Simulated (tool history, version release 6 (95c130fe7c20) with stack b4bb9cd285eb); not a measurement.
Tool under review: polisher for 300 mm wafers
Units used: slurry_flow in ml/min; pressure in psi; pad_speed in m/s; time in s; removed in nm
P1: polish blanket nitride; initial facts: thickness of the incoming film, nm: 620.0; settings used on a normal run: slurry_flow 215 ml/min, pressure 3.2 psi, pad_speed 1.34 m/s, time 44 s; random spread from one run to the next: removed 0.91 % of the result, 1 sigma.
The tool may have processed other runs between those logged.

run,hour,slurry_flow,pressure,pad_speed,time,wafers polished on this pad,hours since the slurry nozzle was cleaned,hours since the head pressure was calibrated,removed
1,9.9,215,3.2,1.34,44,451,147,658.5,88.578
2,23.1,315,3.2,1.34,44,545,160.2,671.7,93.129
3,36.2,215,4.4,1.34,44,638,173.3,684.8,121.14
4,45.9,215,3.2,1.34,44,707,183,694.5,90.796
5,57,215,3.2,1.34,44,785,194.1,705.6,88.118
6,64.4,215,3.2,1.34,44,838,201.5,713,88.028
7,76.9,215,3.2,1.34,44,927,214,725.5,87.485
8,86.3,215,3.2,1.34,28,993,223.4,734.9,56.969
9,101.2,215,3.2,1.34,59,1099,238.3,749.8,119.07
10,113.5,215,3.2,2.1,44,1186,250.6,762.1,126.8
11,126.7,130,3.2,1.34,44,1280,263.8,775.3,81.577
12,138.2,215,3.2,1.34,44,1361,275.3,786.8,87.938
13,144.8,215,3.2,0.6,44,1408,281.9,793.4,46.115
14,154.3,215,3.2,1.34,44,1476,291.4,802.9,88.927
15,166.2,130,3.2,0.76,44,1560,303.3,814.8,52.068
16,172.9,215,2.3,1.34,44,1608,310,821.5,64.298
17,180.6,215,3.2,1.34,44,1662,317.7,829.2,88.054
18,193.1,215,3.2,1.34,44,1751,330.2,841.7,87.547
19,202.4,215,3.2,1.34,44,1817,339.5,851,85.067
20,216.8,215,3.2,1.34,44,1919,353.9,865.4,84.489
21,228.9,215,3.2,1.34,44,2005,366,877.5,83.62

Estimate the outcome of run 22 from the log above:
# hour 231.6: worn pad replaced by a new one
22,241.6,215,3.2,1.34,44,71,378.7,890.2,?

Run 22 yielded removed 84.258 nm.

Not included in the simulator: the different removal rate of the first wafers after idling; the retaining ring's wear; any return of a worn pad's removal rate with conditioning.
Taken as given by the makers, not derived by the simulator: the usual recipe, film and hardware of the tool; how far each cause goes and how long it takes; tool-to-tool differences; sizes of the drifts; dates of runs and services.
